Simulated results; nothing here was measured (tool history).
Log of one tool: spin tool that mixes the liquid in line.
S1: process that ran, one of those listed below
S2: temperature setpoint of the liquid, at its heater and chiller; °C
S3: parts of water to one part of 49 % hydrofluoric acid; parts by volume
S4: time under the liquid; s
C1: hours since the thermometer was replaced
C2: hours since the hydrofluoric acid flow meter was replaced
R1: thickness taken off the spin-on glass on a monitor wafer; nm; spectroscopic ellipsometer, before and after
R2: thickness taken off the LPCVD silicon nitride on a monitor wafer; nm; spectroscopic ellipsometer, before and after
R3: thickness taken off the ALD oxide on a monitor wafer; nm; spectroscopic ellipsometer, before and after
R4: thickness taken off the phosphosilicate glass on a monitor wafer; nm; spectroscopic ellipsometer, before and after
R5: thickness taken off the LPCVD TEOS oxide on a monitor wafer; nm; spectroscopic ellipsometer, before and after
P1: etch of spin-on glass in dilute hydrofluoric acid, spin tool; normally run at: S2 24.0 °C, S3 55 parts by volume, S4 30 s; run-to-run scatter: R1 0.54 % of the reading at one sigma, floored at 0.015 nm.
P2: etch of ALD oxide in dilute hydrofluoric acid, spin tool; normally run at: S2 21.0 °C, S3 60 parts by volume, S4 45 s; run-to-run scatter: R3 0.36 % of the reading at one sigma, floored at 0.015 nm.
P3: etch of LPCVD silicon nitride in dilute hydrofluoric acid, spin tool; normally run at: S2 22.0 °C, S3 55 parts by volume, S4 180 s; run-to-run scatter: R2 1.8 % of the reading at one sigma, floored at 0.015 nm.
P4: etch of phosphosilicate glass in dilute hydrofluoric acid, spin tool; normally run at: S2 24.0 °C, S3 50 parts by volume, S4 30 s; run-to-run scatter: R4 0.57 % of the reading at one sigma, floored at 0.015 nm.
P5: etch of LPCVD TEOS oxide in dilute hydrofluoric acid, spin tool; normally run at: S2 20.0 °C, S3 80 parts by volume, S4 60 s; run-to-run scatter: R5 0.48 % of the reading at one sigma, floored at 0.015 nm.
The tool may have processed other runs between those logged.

run,hour,S1,S2,S3,S4,C1,C2,R1,R2,R3,R4,R5
1,12.0,P1,24.0,55,30,936.1,956.1,14.7750,,,,
2,23.1,P3,22.0,55,180,947.2,967.2,,1.50290,,,
3,31.6,P1,24.0,55,30,955.7,975.7,14.9000,,,,
4,40.1,P2,21.0,60,45,964.2,984.2,,,13.732,,
5,48.1,P4,24.0,50,30,972.2,992.2,,,,58.171,
6,61.1,P1,24.0,55,55,985.2,1005.2,27.4150,,,,
7,72.8,P3,22.0,55,65,996.9,1016.9,,0.55461,,,
8,84.2,P5,20.0,25,60,1008.3,1028.3,,,,,82.097
9,94.5,P1,27.5,80,30,1018.6,1038.6,11.2580,,,,
10,109.1,P1,30.0,55,30,1033.2,1053.2,18.6830,,,,
11,121.4,P3,17.5,55,180,1045.5,1065.5,,1.08150,,,
12,136.6,P1,24.0,55,30,1060.7,1080.7,14.7550,,,,
13,151.9,P1,17.0,55,30,1076.0,1096.0,11.0830,,,,
14,159.9,P1,24.0,20,30,1084.0,1104.0,42.2590,,,,
15,175.2,P5,17.0,80,60,1099.3,1119.3,,,,,21.106
16,181.9,P5,20.0,80,115,1106.0,1126.0,,,,,45.434
17,188.9,P4,24.0,20,30,1113.0,1133.0,,,,150.470,
18,199.5,P1,24.0,20,55,1123.6,1143.6,77.0470,,,,
19,214.1,P2,21.0,60,75,1138.2,1158.2,,,23.017,,
20,228.6,P3,22.0,55,180,1152.7,1172.7,,1.48650,,,
21,240.4,P4,18.0,50,30,1164.5,1184.5,,,,44.801,
22,255.0,P1,24.0,55,30,1179.1,1199.1,14.6130,,,,
23,270.3,P1,24.0,55,30,1194.4,1214.4,14.7270,,,,
24,285.2,P4,24.0,50,15,1209.3,1229.3,,,,29.352,
25,294.4,P3,22.0,30,180,1218.5,1238.5,,2.70800,,,
26,309.1,P5,20.0,80,60,1233.2,1253.2,,,,,23.959
27,318.9,P1,24.0,105,30,1243.0,1263.0,7.3024,,,,
28,328.7,P1,17.0,20,30,1252.8,1272.8,31.7140,,,,
29,341.8,P2,21.0,95,45,1265.9,1285.9,,,8.293,,
30,355.4,P2,21.0,60,45,1279.5,1299.5,,,13.668,,
31,364.1,P1,24.0,55,15,1288.2,1308.2,7.3395,,,,
32,375.8,P2,28.0,60,45,1299.9,1319.9,,,18.315,,

What will run 33 give?
33,386.1,P5,20.0,80,60,1310.2,1330.2,,,,,?

R5: 23.692 nm

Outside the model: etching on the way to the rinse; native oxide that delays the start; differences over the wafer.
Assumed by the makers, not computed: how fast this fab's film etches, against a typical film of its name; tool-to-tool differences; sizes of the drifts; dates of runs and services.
